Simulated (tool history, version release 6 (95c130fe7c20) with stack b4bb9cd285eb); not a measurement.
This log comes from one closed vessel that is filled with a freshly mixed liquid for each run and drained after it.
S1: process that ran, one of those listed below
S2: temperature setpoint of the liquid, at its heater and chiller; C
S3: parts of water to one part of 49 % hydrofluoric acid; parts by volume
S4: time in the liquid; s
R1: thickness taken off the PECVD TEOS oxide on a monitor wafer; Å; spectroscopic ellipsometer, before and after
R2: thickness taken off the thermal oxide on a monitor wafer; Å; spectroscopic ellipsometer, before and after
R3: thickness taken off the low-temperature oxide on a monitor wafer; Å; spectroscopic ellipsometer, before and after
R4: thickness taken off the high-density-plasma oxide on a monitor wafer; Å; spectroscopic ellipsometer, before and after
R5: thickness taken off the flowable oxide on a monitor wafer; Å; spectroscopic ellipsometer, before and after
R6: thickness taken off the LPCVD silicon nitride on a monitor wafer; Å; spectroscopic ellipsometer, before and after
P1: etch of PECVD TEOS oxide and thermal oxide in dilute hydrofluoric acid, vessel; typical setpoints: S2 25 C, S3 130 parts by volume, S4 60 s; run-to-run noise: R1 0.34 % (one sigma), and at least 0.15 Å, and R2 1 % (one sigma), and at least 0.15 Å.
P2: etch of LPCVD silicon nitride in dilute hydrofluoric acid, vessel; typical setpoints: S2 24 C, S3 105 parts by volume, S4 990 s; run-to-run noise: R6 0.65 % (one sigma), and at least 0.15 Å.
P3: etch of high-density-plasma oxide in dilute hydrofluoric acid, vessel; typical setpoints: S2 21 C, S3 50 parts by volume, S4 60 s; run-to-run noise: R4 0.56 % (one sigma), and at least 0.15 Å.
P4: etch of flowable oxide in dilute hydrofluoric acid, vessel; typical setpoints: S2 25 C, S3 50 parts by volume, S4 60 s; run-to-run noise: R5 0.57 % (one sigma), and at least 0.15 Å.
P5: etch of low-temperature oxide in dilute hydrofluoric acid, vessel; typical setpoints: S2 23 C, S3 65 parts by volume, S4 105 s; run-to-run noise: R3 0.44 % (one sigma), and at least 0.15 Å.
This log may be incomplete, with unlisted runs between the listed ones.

run 1 day=0.612 | S1=P1 S2=25 S3=130 S4=60 | R1=77.271 R2=22.794
run 2 day=1.317 | S1=P5 S2=23 S3=110 S4=105 | R3=104.12
run 3 day=2.008 | S1=P1 S2=21 S3=130 S4=60 | R1=66.445 R2=19.314
run 4 day=2.383 | S1=P3 S2=21 S3=50 S4=60 | R4=56.883
run 5 day=2.862 | S1=P1 S2=25 S3=65 S4=60 | R1=167.02 R2=49.561
run 6 day=3.408 | S1=P1 S2=25 S3=70 S4=90 | R1=232.02 R2=69.156
run 7 day=3.829 | S1=P4 S2=25 S3=50 S4=30 | R5=362
run 8 day=4.471 | S1=P1 S2=25 S3=130 S4=110 | R1=141.13 R2=41.98
run 9 day=4.892 | S1=P1 S2=29.5 S3=130 S4=60 | R1=91.239 R2=26.843
run 10 day=5.612 | S1=P3 S2=21 S3=50 S4=60 | R4=56.362
run 11 day=6.008 | S1=P2 S2=24 S3=105 S4=1895 | R6=85.94
run 12 day=6.525 | S1=P1 S2=25 S3=130 S4=60 | R1=76.856 R2=22.928
run 13 day=6.908 | S1=P1 S2=25 S3=130 S4=60 | R1=77.637 R2=22.405
run 14 day=7.483 | S1=P1 S2=18.5 S3=45 S4=60 | R1=189.77 R2=54.312
run 15 day=8.229 | S1=P4 S2=25 S3=85 S4=60 | R5=407.51
run 16 day=8.933 | S1=P2 S2=17 S3=105 S4=990 | R6=27.954
run 17 day=9.417 | S1=P1 S2=25 S3=130 S4=60 | R1=76.725 R2=22.839
run 18 day=9.858 | S1=P3 S2=21 S3=50 S4=105 | R4=99.127
run 19 day=10.362 | S1=P5 S2=29 S3=65 S4=105 | R3=238.46
run 20 day=11.062 | S1=P3 S2=17 S3=50 S4=60 | R4=47.608
run 21 day=11.675 | S1=P4 S2=25 S3=50 S4=60 | R5=724.4
run 22 day=12.233 | S1=P3 S2=21 S3=80 S4=60 | R4=34.165
run 23 day=12.921 | S1=P2 S2=24 S3=105 S4=990 | R6=44.137
run 24 day=13.642 | S1=P2 S2=24 S3=170 S4=990 | R6=28.611
run 25 day=14.079 | S1=P5 S2=23 S3=65 S4=30 | R3=54.159
run 26 day=14.708 | S1=P4 S2=31.5 S3=50 S4=60 | R5=933.23
run 27 day=15.338 | S1=P1 S2=25 S3=130 S4=30 | R1=38.498 R2=11.584
run 28 day=15.767 | S1=P5 S2=23 S3=65 S4=105 | R3=186.69
run 29 day=16.15 | S1=P1 S2=25 S3=130 S4=60 | R1=78.083 R2=23.121
run 30 day=16.825 | S1=P1 S2=25 S3=215 S4=60 | R1=42.737 R2=12.15
run 31 day=17.317 | S1=P2 S2=24 S3=105 S4=990 | R6=45.248
run 32 day=17.783 | S1=P5 S2=23 S3=65 S4=105 | R3=187.01
run 33 day=18.342 | S1=P1 S2=25 S3=130 S4=60 | R1=76.82 R2=22.101
run 34 day=18.75 | S1=P1 S2=25 S3=130 S4=60 | R1=75.097 R2=22.002
run 35 day=19.404 | S1=P1 S2=25 S3=130 S4=60 | R1=72.88 R2=20.794
run 36 day=19.754 | S1=P1 S2=25 S3=130 S4=60 | R1=72.56 R2=21.316
run 37 day=20.308 | S1=P1 S2=25 S3=130 S4=60 | R1=72.215 R2=21.289
run 38 day=20.958 | S1=P1 S2=25 S3=130 S4=60 | R1=71.237 R2=21.472
run 39 day=21.3 | S1=P1 S2=25 S3=130 S4=60 | R1=71.59 R2=20.559
run 40 day=21.825 | S1=P1 S2=25 S3=130 S4=60 | R1=71.25 R2=20.784

P1 no longer gives what it gave before; its output has crept away from where it was. The following 2 causes, each at its listed size, fit the log equally well:
A: liquid colder than its thermometer reads (K) = 2.1
B: hydrofluoric acid flow below the setpoint (%) = 6.77
At approximately day 18.342, the process output began to creep.

Each of the 4 check runs below uses one wafer; its results are left as question marks. Which run tells the causes apart?
run check 1 day=22.35 | S1=P4 S2=30 S3=50 S4=30 | R5=?
run check 2 day=22.35 | S1=P2 S2=17 S3=105 S4=1690 | R6=?
run check 3 day=22.35 | S1=P5 S2=23 S3=95 S4=30 | R3=?
run check 4 day=22.35 | S1=P3 S2=17 S3=65 S4=60 | R4=?

What each check would give under each cause:
check=check_1 result=R5 if_A=406.1 if_B=409.14
check=check_2 result=R6 if_A=41.229 if_B=44.649
check=check_3 result=R3 if_A=32.406 if_B=32.622
check=check_4 result=R4 if_A=33.116 if_B=33.65
Per-check spread between the two closest causes, in the result where they differ most: check 1 0.74 %; check 2 7.97 %; check 3 0.66 %; check 4 1.6 %
Check 2 is the one run that separates the causes; every other check would come out nearly the same whichever cause is at work.

Check 2 was carried out, with these results: R6 40.825 Å. Which of the listed causes is responsible?

Of the candidate causes, it is A: liquid colder than its thermometer reads (K).

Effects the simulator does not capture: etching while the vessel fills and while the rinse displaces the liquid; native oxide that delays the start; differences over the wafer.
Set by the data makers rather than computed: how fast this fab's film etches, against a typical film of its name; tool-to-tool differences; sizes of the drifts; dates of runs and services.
